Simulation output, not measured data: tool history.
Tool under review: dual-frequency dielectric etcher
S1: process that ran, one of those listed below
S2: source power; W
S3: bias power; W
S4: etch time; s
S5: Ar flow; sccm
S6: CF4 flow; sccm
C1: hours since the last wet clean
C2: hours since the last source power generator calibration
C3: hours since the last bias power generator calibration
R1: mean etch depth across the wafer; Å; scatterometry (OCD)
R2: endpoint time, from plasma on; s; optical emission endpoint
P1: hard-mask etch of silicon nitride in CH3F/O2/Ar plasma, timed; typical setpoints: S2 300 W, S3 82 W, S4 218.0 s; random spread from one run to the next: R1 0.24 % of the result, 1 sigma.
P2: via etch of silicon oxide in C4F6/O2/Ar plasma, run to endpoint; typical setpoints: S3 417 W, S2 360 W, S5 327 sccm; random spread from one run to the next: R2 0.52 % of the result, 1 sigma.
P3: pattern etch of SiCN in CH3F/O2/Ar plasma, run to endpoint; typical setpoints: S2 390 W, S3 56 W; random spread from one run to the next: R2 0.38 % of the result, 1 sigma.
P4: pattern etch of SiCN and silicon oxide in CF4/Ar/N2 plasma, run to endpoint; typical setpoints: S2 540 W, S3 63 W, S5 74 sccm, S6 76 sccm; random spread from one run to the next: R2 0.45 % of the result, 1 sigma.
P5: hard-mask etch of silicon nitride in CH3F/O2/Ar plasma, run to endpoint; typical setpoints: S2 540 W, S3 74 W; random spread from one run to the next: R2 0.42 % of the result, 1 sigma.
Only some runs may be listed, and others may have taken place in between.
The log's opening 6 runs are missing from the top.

| run | hour | S1 | S2 | S3 | S4 | S5 | S6 | C1 | C2 | C3 | R1 | R2 |
|---|---|---|---|---|---|---|---|---|---|---|---|---|
| 7 | 84.6 | P1 | 300 | 65 | 156.5 |  |  | 376.0 | 2397.6 | 367.4 | 946.16 |  |
| 8 | 96.4 | P1 | 300 | 82 | 218.0 |  |  | 387.8 | 2409.4 | 379.2 | 1436.50 |  |
| 9 | 111.2 | P4 | 540 | 63 |  | 74 | 76 | 402.6 | 2424.2 | 394.0 |  | 15.221 |
| 10 | 125.2 | P1 | 300 | 106 | 218.0 |  |  | 416.6 | 2438.2 | 408.0 | 1585.20 |  |
| 11 | 139.6 | P1 | 300 | 82 | 131.0 |  |  | 431.0 | 2452.6 | 422.4 | 861.39 |  |
| 12 | 153.8 | P2 | 360 | 417 |  | 327 |  | 445.2 | 2466.8 | 436.6 |  | 32.900 |
| 13 | 167.1 | P2 | 360 | 417 |  | 410 |  | 458.5 | 2480.1 | 449.9 |  | 33.466 |
| 14 | 181.4 | P1 | 300 | 82 | 218.0 |  |  | 472.8 | 2494.4 | 464.2 | 1436.40 |  |
| 15 | 189.8 | P5 | 540 | 98 |  |  |  | 481.2 | 2502.8 | 472.6 |  | 41.239 |
| 16 | 199.3 | P1 | 300 | 82 | 218.0 |  |  | 490.7 | 2512.3 | 482.1 | 1430.20 |  |
| 17 | 207.2 | P1 | 190 | 68 | 218.0 |  |  | 498.6 | 2520.2 | 490.0 | 1131.80 |  |
| 18 | 219.2 | P2 | 470 | 417 |  | 327 |  | 510.6 | 2532.2 | 502.0 |  | 29.437 |
|  | 226.0 | wet clean of the chamber |
| 19 | 228.6 | P4 | 540 | 37 |  | 74 | 76 | 2.7 | 2541.6 | 511.4 |  | 17.843 |
| 20 | 240.8 | P1 | 300 | 82 | 218.0 |  |  | 14.9 | 2553.8 | 523.6 | 1426.20 |  |
| 21 | 250.6 | P2 | 360 | 417 |  | 327 |  | 24.7 | 2563.6 | 533.4 |  | 32.574 |
| 22 | 266.0 | P3 | 390 | 56 |  |  |  | 40.1 | 2579.0 | 548.8 |  | 30.136 |
| 23 | 277.4 | P1 | 300 | 54 | 218.0 |  |  | 51.5 | 2590.4 | 560.2 | 1238.70 |  |
| 24 | 284.9 | P4 | 540 | 63 |  | 74 | 108 | 59.0 | 2597.9 | 567.7 |  | 14.705 |
| 25 | 297.1 | P2 | 360 | 583 |  | 327 |  | 71.2 | 2610.1 | 579.9 |  | 28.963 |
| 26 | 304.4 | P1 | 300 | 82 | 218.0 |  |  | 78.5 | 2617.4 | 587.2 | 1429.30 |  |
| 27 | 312.9 | P1 | 380 | 82 | 274.0 |  |  | 87.0 | 2625.9 | 595.7 | 1977.80 |  |

Run 28 comes next. What will it give?
| 28 | 328.0 | P5 | 320 | 74 |  |  |  | 102.1 | 2641.0 | 610.8 |  | ? |

Run 28 produced R2 55.846 s.

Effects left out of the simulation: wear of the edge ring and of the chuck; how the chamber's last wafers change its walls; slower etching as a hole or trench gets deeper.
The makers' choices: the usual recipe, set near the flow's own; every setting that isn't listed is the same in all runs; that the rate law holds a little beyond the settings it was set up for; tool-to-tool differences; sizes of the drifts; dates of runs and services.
